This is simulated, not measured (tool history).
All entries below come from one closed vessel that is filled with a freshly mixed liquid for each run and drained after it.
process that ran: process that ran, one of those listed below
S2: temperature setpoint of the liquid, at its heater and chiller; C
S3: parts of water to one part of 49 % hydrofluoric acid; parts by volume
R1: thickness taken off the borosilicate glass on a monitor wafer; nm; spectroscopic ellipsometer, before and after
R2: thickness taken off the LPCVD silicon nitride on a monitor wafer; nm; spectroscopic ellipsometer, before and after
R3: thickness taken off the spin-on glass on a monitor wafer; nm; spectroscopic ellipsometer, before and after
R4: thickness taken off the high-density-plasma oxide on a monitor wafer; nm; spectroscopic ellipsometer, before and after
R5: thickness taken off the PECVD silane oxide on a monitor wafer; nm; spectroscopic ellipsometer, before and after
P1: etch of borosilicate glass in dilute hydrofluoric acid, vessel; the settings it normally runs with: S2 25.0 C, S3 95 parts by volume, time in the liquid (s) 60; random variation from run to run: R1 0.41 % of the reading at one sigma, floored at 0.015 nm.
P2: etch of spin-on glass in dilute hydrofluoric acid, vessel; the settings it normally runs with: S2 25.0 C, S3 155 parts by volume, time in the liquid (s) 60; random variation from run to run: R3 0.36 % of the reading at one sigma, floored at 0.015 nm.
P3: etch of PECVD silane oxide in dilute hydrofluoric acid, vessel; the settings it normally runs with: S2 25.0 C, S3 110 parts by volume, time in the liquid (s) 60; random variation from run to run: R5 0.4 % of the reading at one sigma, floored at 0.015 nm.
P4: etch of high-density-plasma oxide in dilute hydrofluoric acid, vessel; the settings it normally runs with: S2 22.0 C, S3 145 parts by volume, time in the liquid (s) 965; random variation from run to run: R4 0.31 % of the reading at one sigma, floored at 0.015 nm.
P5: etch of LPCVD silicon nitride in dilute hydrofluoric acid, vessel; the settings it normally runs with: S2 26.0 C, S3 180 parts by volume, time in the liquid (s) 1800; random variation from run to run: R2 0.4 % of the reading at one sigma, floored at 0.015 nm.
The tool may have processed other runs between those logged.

run 1 day=0.288 | process_that_ran=P1 S2=25.0 S3=95 time_in_the_liquid_(s)=60 | R1=24.879
run 2 day=0.596 | process_that_ran=P5 S2=31.0 S3=180 time_in_the_liquid_(s)=1800 | R2=6.9980
run 3 day=1.067 | process_that_ran=P5 S2=26.0 S3=45 time_in_the_liquid_(s)=1800 | R2=20.2560
run 4 day=1.412 | process_that_ran=P1 S2=25.0 S3=95 time_in_the_liquid_(s)=30 | R1=12.345
run 5 day=1.733 | process_that_ran=P1 S2=25.0 S3=155 time_in_the_liquid_(s)=85 | R1=20.118
run 6 day=2.088 | process_that_ran=P1 S2=25.0 S3=95 time_in_the_liquid_(s)=100 | R1=41.337
run 7 day=2.638 | process_that_ran=P2 S2=25.0 S3=155 time_in_the_liquid_(s)=60 | R3=10.4830
run 8 day=2.950 | process_that_ran=P4 S2=17.5 S3=145 time_in_the_liquid_(s)=965 | R4=26.0700
run 9 day=3.200 | process_that_ran=P3 S2=25.0 S3=110 time_in_the_liquid_(s)=30 | R5=8.0217
run 10 day=3.583 | process_that_ran=P1 S2=25.0 S3=95 time_in_the_liquid_(s)=60 | R1=24.836
run 11 day=4.075 | process_that_ran=P1 S2=17.0 S3=95 time_in_the_liquid_(s)=60 | R1=17.906
run 12 day=4.583 | process_that_ran=P1 S2=25.0 S3=145 time_in_the_liquid_(s)=60 | R1=15.337
run 13 day=5.117 | process_that_ran=P1 S2=25.0 S3=95 time_in_the_liquid_(s)=60 | R1=24.785
run 14 day=5.596 | process_that_ran=P2 S2=17.5 S3=155 time_in_the_liquid_(s)=60 | R3=7.7615
run 15 day=6.171 | process_that_ran=P2 S2=25.0 S3=155 time_in_the_liquid_(s)=60 | R3=10.5550
run 16 day=6.712 | process_that_ran=P4 S2=22.0 S3=145 time_in_the_liquid_(s)=965 | R4=31.2700
run 17 day=7.283 | process_that_ran=P1 S2=25.0 S3=95 time_in_the_liquid_(s)=60 | R1=24.889
run 18 day=7.771 | process_that_ran=P4 S2=22.0 S3=145 time_in_the_liquid_(s)=150 | R4=4.8741
run 19 day=8.121 | process_that_ran=P1 S2=25.0 S3=145 time_in_the_liquid_(s)=105 | R1=26.653
run 20 day=8.475 | process_that_ran=P1 S2=32.5 S3=95 time_in_the_liquid_(s)=60 | R1=33.115
run 21 day=8.792 | process_that_ran=P1 S2=25.0 S3=95 time_in_the_liquid_(s)=60 | R1=25.011
run 22 day=9.100 | process_that_ran=P1 S2=25.0 S3=40 time_in_the_liquid_(s)=60 | R1=63.723
run 23 day=9.358 | process_that_ran=P2 S2=25.0 S3=55 time_in_the_liquid_(s)=60 | R3=33.5280
run 24 day=9.733 | process_that_ran=P4 S2=22.0 S3=40 time_in_the_liquid_(s)=965 | R4=128.4500
run 25 day=10.192 | process_that_ran=P5 S2=26.0 S3=180 time_in_the_liquid_(s)=380 | R2=1.0633
run 26 day=10.454 | process_that_ran=P3 S2=25.0 S3=70 time_in_the_liquid_(s)=60 | R5=26.5240
run 27 day=10.992 | process_that_ran=P5 S2=26.0 S3=180 time_in_the_liquid_(s)=1800 | R2=5.1420
run 28 day=11.388 | process_that_ran=P3 S2=25.0 S3=110 time_in_the_liquid_(s)=60 | R5=15.9650
run 29 day=11.746 | process_that_ran=P2 S2=25.0 S3=155 time_in_the_liquid_(s)=115 | R3=20.1870
run 30 day=12.033 | process_that_ran=P5 S2=26.0 S3=180 time_in_the_liquid_(s)=1800 | R2=5.1558
run 31 day=12.529 | process_that_ran=P3 S2=31.5 S3=110 time_in_the_liquid_(s)=60 | R5=20.5500
run 32 day=12.904 | process_that_ran=P4 S2=22.0 S3=145 time_in_the_liquid_(s)=965 | R4=31.3540
run 33 day=13.288 | process_that_ran=P1 S2=25.0 S3=95 time_in_the_liquid_(s)=60 | R1=24.804
run 34 day=13.625 | process_that_ran=P1 S2=25.0 S3=95 time_in_the_liquid_(s)=60 | R1=25.567
run 35 day=13.908 | process_that_ran=P1 S2=25.0 S3=95 time_in_the_liquid_(s)=60 | R1=26.195

Forecast run 36:
run 36 day=14.329 | process_that_ran=P1 S2=25.0 S3=95 time_in_the_liquid_(s)=60 | R1=?

R1: 26.582 nm
